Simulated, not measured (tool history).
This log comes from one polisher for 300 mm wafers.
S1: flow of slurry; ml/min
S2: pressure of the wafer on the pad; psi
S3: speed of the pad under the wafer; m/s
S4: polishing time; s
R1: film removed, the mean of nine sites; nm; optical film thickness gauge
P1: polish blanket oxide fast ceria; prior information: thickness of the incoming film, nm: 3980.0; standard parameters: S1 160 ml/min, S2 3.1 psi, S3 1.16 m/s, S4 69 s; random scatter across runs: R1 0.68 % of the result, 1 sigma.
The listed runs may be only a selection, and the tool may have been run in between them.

Run 1, day 0.271: S1 160 ml/min, S2 3.1 psi, S3 1.16 m/s, S4 69 s. Result: R1 1468.1 nm.
Run 2, day 0.512: S1 160 ml/min, S2 3.1 psi, S3 1.16 m/s, S4 69 s. Result: R1 1471.2 nm.
Run 3, day 0.775: S1 95 ml/min, S2 3.1 psi, S3 1.16 m/s, S4 69 s. Result: R1 1346.3 nm.
Run 4, day 1.021: S1 160 ml/min, S2 3.1 psi, S3 1.16 m/s, S4 31 s. Result: R1 664.38 nm.
Run 5, day 1.271: S1 160 ml/min, S2 4.6 psi, S3 1.16 m/s, S4 69 s. Result: R1 2200.7 nm.
Run 6, day 1.508: S1 160 ml/min, S2 3.1 psi, S3 0.64 m/s, S4 69 s. Result: R1 816.2 nm.
Run 7, day 1.646: S1 160 ml/min, S2 3.1 psi, S3 1.16 m/s, S4 69 s. Result: R1 1478.1 nm.
Run 8, day 1.962: S1 160 ml/min, S2 1.4 psi, S3 1.16 m/s, S4 69 s. Result: R1 670.31 nm.
Run 9, day 2.162: S1 160 ml/min, S2 3.1 psi, S3 1.16 m/s, S4 69 s. Result: R1 1485.3 nm.
Run 10, day 2.442: S1 110 ml/min, S2 3.1 psi, S3 0.88 m/s, S4 69 s. Result: R1 1050.9 nm.
Run 11, day 2.608: S1 160 ml/min, S2 3.1 psi, S3 1.16 m/s, S4 95 s. Result: R1 2047.8 nm.
Run 12, day 2.862: S1 215 ml/min, S2 3.1 psi, S3 1.16 m/s, S4 69 s. Result: R1 1541.3 nm.
Run 13, day 3.092: S1 160 ml/min, S2 3.1 psi, S3 1.16 m/s, S4 69 s. Result: R1 1497.2 nm.
Run 14, day 3.321: S1 160 ml/min, S2 1.7 psi, S3 1.16 m/s, S4 95 s. Result: R1 1125.5 nm.
Run 15, day 3.504: S1 160 ml/min, S2 3.1 psi, S3 1.16 m/s, S4 69 s. Result: R1 1485.8 nm.
Run 16, day 3.8: S1 160 ml/min, S2 3.1 psi, S3 1.76 m/s, S4 69 s. Result: R1 2253.7 nm.
Run 17, day 3.975: S1 160 ml/min, S2 3.1 psi, S3 1.16 m/s, S4 69 s. Result: R1 1479.9 nm.
Run 18, day 4.183: S1 160 ml/min, S2 3.1 psi, S3 1.16 m/s, S4 69 s. Result: R1 1473.6 nm.
Run 19, day 4.45: S1 160 ml/min, S2 3.1 psi, S3 1.16 m/s, S4 69 s. Result: R1 1415.4 nm.
Run 20, day 4.725: S1 160 ml/min, S2 3.1 psi, S3 1.16 m/s, S4 69 s. Result: R1 1414.1 nm.
Run 21, day 4.929: S1 160 ml/min, S2 3.1 psi, S3 1.16 m/s, S4 69 s. Result: R1 1402.7 nm.
Run 22, day 5.229: S1 160 ml/min, S2 3.1 psi, S3 1.16 m/s, S4 69 s. Result: R1 1383.8 nm.
Run 23, day 5.45: S1 160 ml/min, S2 3.1 psi, S3 1.16 m/s, S4 69 s. Result: R1 1378 nm.
Run 24, day 5.704: S1 160 ml/min, S2 3.1 psi, S3 1.16 m/s, S4 69 s. Result: R1 1362.9 nm.
At day 5.738: worn pad replaced by a new one.
Run 25, day 6.012: S1 160 ml/min, S2 3.1 psi, S3 1.16 m/s, S4 69 s. Result: R1 1342.6 nm.
Run 26, day 6.321: S1 160 ml/min, S2 3.1 psi, S3 1.16 m/s, S4 69 s. Result: R1 1370.7 nm.
Run 27, day 6.592: S1 160 ml/min, S2 3.1 psi, S3 1.16 m/s, S4 69 s. Result: R1 1355 nm.

P1 has crept away from where it was. The log is fitted equally well by each of these 2 causes, at the sizes shown:
A: head's pressure below its setpoint, % = 8.47
B: slurry flow missing at the pad, % = 35.8
Creep in the process output first set in at about day 3.975.
The rest of the possible causes, and what rules out each one:
removal rate lost through wear of the pad, %: its service at day 5.738 followed the start of the drift and did not put the process back to its old value

Which of the 4 check runs listed below separates the causes, so that each cause would produce a clearly different result? Each run uses one wafer, and its results are marked with question marks.
Run check 1, day 6.862: S1 95 ml/min, S2 4.6 psi, S3 1.16 m/s, S4 69 s. Result: R1 ?.
Run check 2, day 6.862: S1 160 ml/min, S2 1.6 psi, S3 1.16 m/s, S4 36 s. Result: R1 ?.
Run check 3, day 6.862: S1 160 ml/min, S2 1.8 psi, S3 1.16 m/s, S4 31 s. Result: R1 ?.
Run check 4, day 6.862: S1 160 ml/min, S2 1.7 psi, S3 1.74 m/s, S4 69 s. Result: R1 ?.

What each check would give under each cause:
  check  result    if A    if B
check 1      R1  1805.3  1715.5
check 2      R1  364.94     365
check 3      R1  353.54  353.59
check 4      R1  1114.8    1115
Per check, the gap between the least separated pair of causes, taken in the result that splits them most: check 1 5.1 %; check 2 0.02 %; check 3 0.02 %; check 4 0.02 %
The other checks would show nearly matching results whichever cause is true, so check 1 is the only one that separates the causes.

The results of check 1 are: R1 1716.8 nm. Based on these, which of the listed causes is it?

B is the cause: slurry flow missing at the pad, %.

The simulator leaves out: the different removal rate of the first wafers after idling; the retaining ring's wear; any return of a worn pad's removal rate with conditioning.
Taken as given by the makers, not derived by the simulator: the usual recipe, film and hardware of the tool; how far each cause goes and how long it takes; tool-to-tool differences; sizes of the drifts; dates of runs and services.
